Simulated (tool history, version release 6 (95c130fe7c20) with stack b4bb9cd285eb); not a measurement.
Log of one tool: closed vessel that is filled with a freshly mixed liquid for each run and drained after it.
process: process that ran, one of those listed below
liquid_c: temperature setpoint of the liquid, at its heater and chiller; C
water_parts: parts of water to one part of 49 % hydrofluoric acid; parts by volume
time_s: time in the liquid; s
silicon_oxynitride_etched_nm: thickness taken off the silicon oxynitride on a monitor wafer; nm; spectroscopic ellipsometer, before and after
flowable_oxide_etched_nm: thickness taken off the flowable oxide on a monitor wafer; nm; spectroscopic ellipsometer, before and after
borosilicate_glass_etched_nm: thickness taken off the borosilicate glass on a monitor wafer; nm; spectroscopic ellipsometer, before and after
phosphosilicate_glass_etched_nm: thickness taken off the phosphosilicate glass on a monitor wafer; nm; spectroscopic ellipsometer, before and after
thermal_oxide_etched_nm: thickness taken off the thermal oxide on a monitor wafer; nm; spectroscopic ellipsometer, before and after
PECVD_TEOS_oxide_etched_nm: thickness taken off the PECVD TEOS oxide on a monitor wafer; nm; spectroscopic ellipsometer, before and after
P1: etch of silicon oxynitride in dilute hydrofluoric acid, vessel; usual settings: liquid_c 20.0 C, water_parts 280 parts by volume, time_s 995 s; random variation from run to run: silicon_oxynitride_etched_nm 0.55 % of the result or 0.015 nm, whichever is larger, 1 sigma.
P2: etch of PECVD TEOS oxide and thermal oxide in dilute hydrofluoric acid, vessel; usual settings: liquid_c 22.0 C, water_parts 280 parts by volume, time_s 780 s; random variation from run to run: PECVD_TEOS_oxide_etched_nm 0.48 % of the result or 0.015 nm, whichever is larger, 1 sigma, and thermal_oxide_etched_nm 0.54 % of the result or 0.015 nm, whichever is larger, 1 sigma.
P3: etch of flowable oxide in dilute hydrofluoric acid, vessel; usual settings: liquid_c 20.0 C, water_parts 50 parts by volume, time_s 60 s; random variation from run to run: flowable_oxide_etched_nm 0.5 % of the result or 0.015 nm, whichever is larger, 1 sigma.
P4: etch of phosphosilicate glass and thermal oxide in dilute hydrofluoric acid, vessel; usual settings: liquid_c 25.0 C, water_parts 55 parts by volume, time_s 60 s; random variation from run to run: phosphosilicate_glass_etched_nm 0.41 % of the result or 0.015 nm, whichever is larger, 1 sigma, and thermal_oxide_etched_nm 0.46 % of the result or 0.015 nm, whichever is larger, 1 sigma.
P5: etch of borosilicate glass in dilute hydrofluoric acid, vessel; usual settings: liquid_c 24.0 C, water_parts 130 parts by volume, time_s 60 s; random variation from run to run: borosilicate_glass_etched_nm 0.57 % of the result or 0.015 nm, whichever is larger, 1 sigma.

run   hour  process  liquid_c  water_parts  time_s  hours since the thermometer was replaced  hours since the hydrofluoric acid flow meter was replaced  silicon_oxynitride_etched_nm  flowable_oxide_etched_nm  borosilicate_glass_etched_nm  phosphosilicate_glass_etched_nm  thermal_oxide_etched_nm  PECVD_TEOS_oxide_etched_nm
  1   12.8       P1      20.0          280     995                                    1258.0                                                      509.1                      12.29800
  2   21.4       P3      20.0           50     115                                    1266.6                                                      517.7                                                  96.096
  3   33.8       P5      24.0           25      60                                    1279.0                                                      530.1                                                                               98.8790
  4   45.8       P1      17.0          280    1530                                    1291.0                                                      542.1                      16.51600
  5   55.8       P1      17.0          170     995                                    1301.0                                                      552.1                      18.63300
  6   63.1       P1      20.0           65     365                                    1308.3                                                      559.4                      22.56200
  7   70.0       P1      20.0          280     995                                    1315.2                                                      566.3                      12.29100
  8   77.0       P4      25.0           55     110                                    1322.2                                                      573.3                                                                                                                180.820                 10.14900
  9   82.8       P1      20.0          505     995                                    1328.0                                                      579.1                       6.03360
 10   90.0       P1      20.0          280     995                                    1335.2                                                      586.3                      12.16800
 11   96.9       P3      20.0           50      60                                    1342.1                                                      593.2                                                  49.755
 12  105.1       P3      28.5           50      60                                    1350.3                                                      601.4                                                  71.204
 13  111.5       P1      20.0          280      30                                    1356.7                                                      607.8                       0.37067
 14  123.4       P2      22.0          280      50                                    1368.6                                                      619.7                                                                                                                                         0.65575                      3.3508
 15  131.6       P1      20.0          280     995                                    1376.8                                                      627.9                      12.26000
 16  144.8       P5      24.0          130      60                                    1390.0                                                      641.1                                                                               16.7810
 17  151.5       P1      20.0          280    1495                                    1396.7                                                      647.8                      18.56300
 18  160.3       P1      17.0          280     995                                    1405.5                                                      656.6                      10.69000
 19  167.4       P2      29.0          280     780                                    1412.6                                                      663.7                                                                                                                                        13.18800                     67.1110
 20  179.7       P1      20.0          280     995                                    1424.9                                                      676.0                      12.44900
 21  188.3       P4      25.0           55      60                                    1433.5                                                      684.6                                                                                                                 98.161                  5.56270
 22  197.5       P1      20.0          125     995                                    1442.7                                                      693.8                      30.32100
 23  205.4       P2      22.0          385     780                                    1450.6                                                      701.7                                                                                                                                         6.84400                     34.5660
 24  216.9       P1      24.0          280     995                                    1462.1                                                      713.2                      14.71500
     217.8  -- hydrofluoric acid flow meter replaced
 25  226.5       P4      17.5           55      60                                    1471.7                                                        8.7                                                                                                                 71.886                  4.06340
     228.4  -- thermometer replaced
 26  237.2       P4      25.0          105      60                                       8.9                                                       19.4                                                                                                                 48.415                  2.71590
 27  245.3       P3      20.0           70      60                                      17.0                                                       27.5                                                  34.697
 28  255.0       P2      22.0          280     780                                      26.7                                                       37.2                                                                                                                                        10.40300                     52.5620
 29  264.1       P5      18.5          130      60                                      35.8                                                       46.3                                                                               13.3480
 30  276.1       P5      24.0          130      30                                      47.8                                                       58.3                                                                                8.3523
 31  288.5       P1      20.0          280     995                                      60.2                                                       70.7                      12.35200
 32  299.0       P1      20.0          280     995                                      70.7                                                       81.2                      12.63500
 33  305.2       P1      20.0          280     995                                      76.9                                                       87.4                      12.94300
 34  317.6       P1      20.0          280     995                                      89.3                                                       99.8                      13.10300
 35  326.0       P1      20.0          280     995                                      97.7                                                      108.2                      13.15700
 36  338.3       P1      20.0          280     995                                     110.0                                                      120.5                      13.34800
 37  349.7       P1      20.0          280     995                                     121.4                                                      131.9                      13.39400
 38  358.2       P1      20.0          280     995                                     129.9                                                      140.4                      13.37900
 39  368.2       P1      20.0          280     995                                     139.9                                                      150.4                      13.50100
 40  377.4       P1      20.0          280     995                                     149.1                                                      159.6                      13.40500
 41  390.2       P1      20.0          280     995                                     161.9                                                      172.4                      13.46600
 42  400.9       P1      20.0          280     995                                     172.6                                                      183.1                      13.53400

What P1 gives has crept away from where it was. These 2 causes fit the log equally well, each at the size given:
A: liquid hotter than its thermometer reads (K) = 2.11
B: hydrofluoric acid flow above the setpoint (%) = 8.3
The creep began at about hour 288.5.

4 check runs are offered, each on 2 wafers whose results are averaged, their results left as question marks. Which one tells the causes apart?
check 1  411.6       P3      26.0           65      60                                                                                                                                                            ?
check 2  411.6       P2      28.0          280     465                                                                                                                                                                                                                                                    ?                           ?
check 3  411.6       P5      19.5          130      60                                                                                                                                                                                          ?
check 4  411.6       P4      25.0           90      60                                                                                                                                                                                                                           ?                        ?

What each check would give under each cause:
  check                           result     if A     if B
check 1         flowable_oxide_etched_nm   52.294   52.444
check 2          thermal_oxide_etched_nm  8.16330  8.44090
check 2       PECVD_TEOS_oxide_etched_nm  41.1610  42.5610
check 3     borosilicate_glass_etched_nm  15.1710  15.2580
check 4  phosphosilicate_glass_etched_nm   62.494   62.866
check 4          thermal_oxide_etched_nm  3.51120  3.53210
How far apart the two closest causes lie, in the result that separates them most: check 1 0.29 %; check 2 3.34 %; check 3 0.57 %; check 4 0.59 %
Check 2 tells the causes apart: in the others they would give nearly the same result.

Check 2 was then run and gave: thermal_oxide_etched_nm 8.48770 nm; PECVD_TEOS_oxide_etched_nm 42.8030 nm. Which cause is it?

It is B: hydrofluoric acid flow above the setpoint (%).
